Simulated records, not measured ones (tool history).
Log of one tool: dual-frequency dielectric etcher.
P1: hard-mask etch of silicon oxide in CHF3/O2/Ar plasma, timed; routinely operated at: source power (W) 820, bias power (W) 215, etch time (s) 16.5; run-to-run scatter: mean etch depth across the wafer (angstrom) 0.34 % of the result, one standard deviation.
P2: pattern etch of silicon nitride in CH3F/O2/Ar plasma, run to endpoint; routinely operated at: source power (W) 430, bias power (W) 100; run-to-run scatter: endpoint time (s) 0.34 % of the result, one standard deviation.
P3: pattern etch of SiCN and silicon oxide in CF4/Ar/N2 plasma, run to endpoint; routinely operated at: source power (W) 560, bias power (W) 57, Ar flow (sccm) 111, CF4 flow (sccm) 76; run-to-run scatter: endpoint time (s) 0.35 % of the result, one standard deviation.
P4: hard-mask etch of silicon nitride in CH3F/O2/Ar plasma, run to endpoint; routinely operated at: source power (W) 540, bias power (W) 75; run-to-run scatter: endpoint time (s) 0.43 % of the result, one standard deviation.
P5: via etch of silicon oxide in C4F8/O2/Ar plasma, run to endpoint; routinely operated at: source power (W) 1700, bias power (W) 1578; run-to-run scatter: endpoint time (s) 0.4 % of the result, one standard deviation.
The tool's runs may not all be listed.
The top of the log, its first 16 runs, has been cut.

run   hour  process that ran  source power (W)  bias power (W)  etch time (s)  Ar flow (sccm)  CF4 flow (sccm)  mean etch depth across the wafer (angstrom)  endpoint time (s)
 17  122.8                P2               600             100                                                                                                          48.613
 18  130.8                P1               530             215           16.5                                                                        324.74
 19  136.8                P3               720              57                            111               76                                                          10.177
 20  144.4                P4               540             107                                                                                                          40.969
 21  152.2                P4               540              75                                                                                                          46.516
 22  160.0                P5              2210            1578                                                                                                         278.280
 23  165.7                P1               820             215           24.5                                                                        568.20
 24  172.4                P1               640             215           23.5                                                                        496.37
 25  180.4                P2               430             100                                                                                                          55.296
     181.5  -- bias power generator calibrated
 26  187.6                P1               600             132           16.5                                                                        289.69
 27  195.6                P3               560              57                            111               50                                                          13.673
 28  204.3                P1               980             156           16.5                                                                        369.47
 29  211.8                P1               820             215           16.5                                                                        385.13
 30  218.6                P1               820             215           16.5                                                                        377.47

Run 31 has not been measured yet. What should we expect?
 31  226.4                P1               820             215           16.5                                                                             ?

Run 31 gave mean etch depth across the wafer (angstrom) 377.42.
